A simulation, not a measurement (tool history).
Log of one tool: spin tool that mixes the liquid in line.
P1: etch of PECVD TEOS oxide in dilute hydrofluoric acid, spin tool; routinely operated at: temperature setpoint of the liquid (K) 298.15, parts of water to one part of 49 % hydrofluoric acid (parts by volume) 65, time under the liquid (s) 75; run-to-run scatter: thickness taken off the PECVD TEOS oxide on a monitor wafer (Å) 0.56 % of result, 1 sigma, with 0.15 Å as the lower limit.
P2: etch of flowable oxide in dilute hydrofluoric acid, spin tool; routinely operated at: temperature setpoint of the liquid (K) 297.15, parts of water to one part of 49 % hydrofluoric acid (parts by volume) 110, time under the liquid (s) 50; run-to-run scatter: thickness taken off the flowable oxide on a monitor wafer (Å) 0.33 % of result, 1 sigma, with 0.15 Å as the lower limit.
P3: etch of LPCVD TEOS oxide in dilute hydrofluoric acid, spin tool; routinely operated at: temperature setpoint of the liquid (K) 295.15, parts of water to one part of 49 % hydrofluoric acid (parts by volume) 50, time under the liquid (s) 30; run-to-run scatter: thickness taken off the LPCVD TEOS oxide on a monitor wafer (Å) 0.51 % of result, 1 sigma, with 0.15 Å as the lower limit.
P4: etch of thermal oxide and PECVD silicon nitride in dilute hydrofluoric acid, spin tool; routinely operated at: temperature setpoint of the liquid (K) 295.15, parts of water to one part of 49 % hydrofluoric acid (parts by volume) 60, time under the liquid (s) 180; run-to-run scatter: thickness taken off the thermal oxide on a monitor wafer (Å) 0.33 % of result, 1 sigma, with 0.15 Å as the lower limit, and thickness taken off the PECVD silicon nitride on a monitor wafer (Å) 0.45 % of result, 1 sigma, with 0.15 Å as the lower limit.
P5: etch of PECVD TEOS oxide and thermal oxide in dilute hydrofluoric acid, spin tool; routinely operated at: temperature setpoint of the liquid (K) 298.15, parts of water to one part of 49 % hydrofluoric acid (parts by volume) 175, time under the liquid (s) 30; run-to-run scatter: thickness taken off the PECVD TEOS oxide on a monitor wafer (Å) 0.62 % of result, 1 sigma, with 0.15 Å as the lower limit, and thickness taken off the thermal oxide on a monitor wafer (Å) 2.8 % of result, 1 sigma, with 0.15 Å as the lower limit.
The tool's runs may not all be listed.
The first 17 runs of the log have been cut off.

| run | hour | process that ran | temperature setpoint of the liquid (K) | parts of water to one part of 49 % hydrofluoric acid (parts by volume) | time under the liquid (s) | hours since the thermometer was replaced | hours since the hydrofluoric acid flow meter was replaced | thickness taken off the PECVD TEOS oxide on a monitor wafer (Å) | thickness taken off the LPCVD TEOS oxide on a monitor wafer (Å) | thickness taken off the thermal oxide on a monitor wafer (Å) | thickness taken off the flowable oxide on a monitor wafer (Å) | thickness taken off the PECVD silicon nitride on a monitor wafer (Å) |
|---|---|---|---|---|---|---|---|---|---|---|---|---|
| 18 | 154.3 | P2 | 297.15 | 110 | 95 | 296 | 254.4 |  |  |  | 450.03 |  |
| 19 | 159.6 | P4 | 295.15 | 60 | 265 | 301.3 | 259.7 |  |  | 204.12 |  | 64.334 |
| 20 | 168.9 | P1 | 298.15 | 110 | 75 | 310.6 | 269 | 58.393 |  |  |  |  |
| 21 | 174.9 | P1 | 298.15 | 20 | 75 | 316.6 | 275 | 366.43 |  |  |  |  |
| 22 | 186.4 | P4 | 295.15 | 60 | 180 | 328.1 | 286.5 |  |  | 138.79 |  | 43.608 |
| 23 | 197.9 | P1 | 298.15 | 65 | 145 | 339.6 | 298 | 204.67 |  |  |  |  |
| 24 | 208.5 | P1 | 298.15 | 65 | 75 | 350.2 | 308.6 | 106.91 |  |  |  |  |
| 25 | 218.4 | P1 | 298.15 | 100 | 15 | 360.1 | 318.5 | 13.113 |  |  |  |  |
| 26 | 225.3 | P2 | 290.15 | 110 | 50 | 367 | 325.4 |  |  |  | 178.12 |  |
| 27 | 231.1 | P1 | 298.15 | 45 | 15 | 372.8 | 331.2 | 31.218 |  |  |  |  |
| 28 | 240.9 | P5 | 302.15 | 175 | 30 | 382.6 | 341 | 53.606 |  | 9.7737 |  |  |
| 29 | 248.4 | P1 | 306.65 | 65 | 75 | 390.1 | 348.5 | 147.28 |  |  |  |  |

The next listed run, before its measurement:
| 30 | 255.7 | P4 | 301.15 | 60 | 180 | 397.4 | 355.8 |  |  | ? |  | ? |

{"run 30": {"thickness taken off the thermal oxide on a monitor wafer (Å)": 177.47, "thickness taken off the PECVD silicon nitride on a monitor wafer (Å)": 65.375}}

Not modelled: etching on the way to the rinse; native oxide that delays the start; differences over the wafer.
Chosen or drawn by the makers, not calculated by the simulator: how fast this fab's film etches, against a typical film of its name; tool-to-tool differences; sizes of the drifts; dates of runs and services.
